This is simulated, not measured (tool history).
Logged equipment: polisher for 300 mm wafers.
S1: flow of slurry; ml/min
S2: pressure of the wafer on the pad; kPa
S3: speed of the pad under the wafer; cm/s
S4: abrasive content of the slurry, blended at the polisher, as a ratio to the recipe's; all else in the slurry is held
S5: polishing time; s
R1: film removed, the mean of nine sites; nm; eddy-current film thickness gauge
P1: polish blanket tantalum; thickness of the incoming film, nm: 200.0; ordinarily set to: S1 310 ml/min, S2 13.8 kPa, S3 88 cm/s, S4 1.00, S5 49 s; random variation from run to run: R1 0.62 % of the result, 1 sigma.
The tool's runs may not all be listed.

run,hour,S1,S2,S3,S4,S5,R1
1,10.3,310,13.8,88,1.00,49,69.895
2,23.1,310,20.7,120,1.00,49,141.420
3,34.9,310,20.7,88,1.00,49,104.930
4,46.1,310,13.8,88,1.00,49,69.335
5,57.3,310,6.2,88,1.00,49,31.351
6,69.6,310,13.8,88,1.00,49,69.161
7,81.3,310,13.8,88,1.00,49,70.341
8,93.4,310,13.8,88,1.00,49,69.484
9,101.1,310,13.8,88,1.45,49,75.943
10,107.6,465,13.8,88,1.00,49,72.093
11,120.4,310,13.8,88,1.00,49,70.010
12,127.9,225,13.8,88,1.00,49,67.522
13,140.2,310,13.8,116,1.00,49,92.279
14,146.7,310,18.6,88,1.00,73,139.540
15,157.6,310,13.8,88,1.00,74,104.810
16,165.0,310,13.8,88,1.00,49,68.856
17,174.0,310,13.8,88,0.70,49,62.236
18,184.1,310,13.8,64,1.00,49,50.780
19,192.8,310,13.8,88,1.00,23,32.684

Run 20 has not been measured yet. What should we expect?
20,203.1,310,13.8,88,1.00,49,?

{"run 20": {"R1": 69.484}}
